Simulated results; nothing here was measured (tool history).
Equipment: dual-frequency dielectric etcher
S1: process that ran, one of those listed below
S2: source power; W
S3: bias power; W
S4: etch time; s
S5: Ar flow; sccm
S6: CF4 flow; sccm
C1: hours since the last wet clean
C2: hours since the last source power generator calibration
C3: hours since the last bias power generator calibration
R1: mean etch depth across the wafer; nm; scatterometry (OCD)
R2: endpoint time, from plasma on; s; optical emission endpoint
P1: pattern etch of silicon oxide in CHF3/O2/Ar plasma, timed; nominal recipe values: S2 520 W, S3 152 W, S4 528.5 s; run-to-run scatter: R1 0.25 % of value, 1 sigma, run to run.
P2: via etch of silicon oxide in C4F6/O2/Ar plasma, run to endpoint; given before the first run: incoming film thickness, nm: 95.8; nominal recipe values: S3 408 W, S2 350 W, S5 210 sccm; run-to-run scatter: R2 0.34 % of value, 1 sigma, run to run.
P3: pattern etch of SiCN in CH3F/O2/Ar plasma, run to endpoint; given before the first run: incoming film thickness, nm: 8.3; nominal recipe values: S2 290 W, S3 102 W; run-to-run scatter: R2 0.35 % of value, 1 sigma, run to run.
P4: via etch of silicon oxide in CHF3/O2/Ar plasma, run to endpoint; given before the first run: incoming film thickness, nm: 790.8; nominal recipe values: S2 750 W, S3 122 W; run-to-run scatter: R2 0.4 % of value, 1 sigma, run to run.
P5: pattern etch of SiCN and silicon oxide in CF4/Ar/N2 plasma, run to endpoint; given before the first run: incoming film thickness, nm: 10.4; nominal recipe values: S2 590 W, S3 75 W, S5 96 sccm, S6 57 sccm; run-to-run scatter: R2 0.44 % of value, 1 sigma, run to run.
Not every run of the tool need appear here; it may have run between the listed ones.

run,hour,S1,S2,S3,S4,S5,S6,C1,C2,C3,R1,R2
1,14,P1,520,152,528.5,,,154.5,988.1,1687.6,967.11,
2,23.1,P2,220,408,,210,,163.6,997.2,1696.7,,27.254
3,38.4,P2,350,408,,145,,178.9,1012.5,1712,,22.01
4,51.3,P1,520,152,409,,,191.8,1025.4,1724.9,747.56,
5,67.1,P3,290,102,,,,207.6,1041.2,1740.7,,22.315
6,79.7,P1,520,152,528.5,,,220.2,1053.8,1753.3,966.36,
7,93,P3,290,102,,,,233.5,1067.1,1766.6,,22.225
8,105.8,P4,750,95,,,,246.3,1079.9,1779.4,,450.4
9,113,P1,520,120,528.5,,,253.5,1087.1,1786.6,896.27,
10,124,P5,590,75,,96,57,264.5,1098.1,1797.6,,9.3908
11,135.2,P5,590,75,,96,57,275.7,1109.3,1808.8,,9.4349
12,149.5,P4,510,122,,,,290,1123.6,1823.1,,494.43
13,156.8,P5,590,45,,96,57,297.3,1130.9,1830.4,,11.173
14,171.5,P2,350,408,,210,,312,1145.6,1845.1,,23.145
15,179.3,P1,520,152,528.5,,,319.8,1153.4,1852.9,962.68,
16,186.4,P5,840,75,,96,57,326.9,1160.5,1860,,6.9527
17,201.7,P4,750,122,,,,342.2,1175.8,1875.3,,424.44
18,215.1,P1,520,152,528.5,,,355.6,1189.2,1888.7,963.45,
19,228.9,P1,520,201,528.5,,,369.4,1203,1902.5,1060.4,
20,236.5,P1,630,152,528.5,,,377,1210.6,1910.1,1036.4,
21,249.1,P5,590,75,,96,39,389.6,1223.2,1922.7,,10.006
22,258.4,P1,520,152,786,,,398.9,1232.5,1932,1435.1,
23,271.8,P5,590,75,,126,57,412.3,1245.9,1945.4,,10.016
24,283.1,P1,610,152,290.5,,,423.6,1257.2,1956.7,563.15,
25,298.7,P3,290,145,,,,439.2,1272.8,1972.3,,19.405
26,308.7,P1,340,152,528.5,,,449.2,1282.8,1982.3,820.53,
27,320.8,P1,520,152,528.5,,,461.3,1294.9,1994.4,967.59,
28,335.7,P4,750,122,,,,476.2,1309.8,2009.3,,420.48
29,343.5,P1,650,101,528.5,,,484,1317.6,2017.1,933.01,
30,356.4,P2,350,408,,210,,496.9,1330.5,2030,,23.085
31,367.7,P2,350,550,,210,,508.2,1341.8,2041.3,,20.658
32,375.2,P3,360,102,,,,515.7,1349.3,2048.8,,20.639
33,390.1,P1,520,152,528.5,,,530.6,1364.2,2063.7,966.78,
34,404.2,P1,520,152,528.5,,,544.7,1378.3,2077.8,956.92,
35,416.2,P1,520,152,528.5,,,556.7,1390.3,2089.8,953.45,
# hour 424.3: wet clean of the chamber
36,424.4,P1,520,152,528.5,,,0.2,1398.5,2098,950.88,
37,438.4,P1,520,152,528.5,,,14.2,1412.5,2112,955.91,
38,446.1,P1,520,152,528.5,,,21.9,1420.2,2119.7,948.12,
39,461.3,P1,520,152,528.5,,,37.1,1435.4,2134.9,952.83,

What P1 gives has crept away from where it was. These 2 causes fit the log equally well, each at the size given:
A: source power that arrives under what is set, % = 4.13
B: bias power that arrives under what is set, % = 4.85
The creep began at about hour 390.1.
All other causes, with the reason each is excluded:
chamber walls in a state that lowers the etch rate, %: serviced at hour 424.3, after the drift had started, without restoring the earlier output

4 check runs are offered, each on 3 wafers whose results are averaged, their results left as question marks. Which one tells the causes apart?
check 1,476.5,P5,710,75,,96,57,,,,,?
check 2,476.5,P4,610,122,,,,,,,,?
check 3,476.5,P2,350,542,,150,,,,,,?
check 4,476.5,P3,290,142,,,,,,,,?

Predicted outcomes, by check and by cause:
check,result,if A,if B
check 1,R2,8.3482,8.1786
check 2,R2,464.01,463.4
check 3,R2,20.227,20.295
check 4,R2,19.889,19.986
Smallest distance between any two causes, each pair judged by its most separating result, in per cent: check 1 2.05 %; check 2 0.13 %; check 3 0.34 %; check 4 0.49 %
Check 1 tells the causes apart: in the others they would give nearly the same result.

The results of check 1 are: R2 8.3407 s. Based on these, which of the listed causes is it?

It is A: source power that arrives under what is set, %.
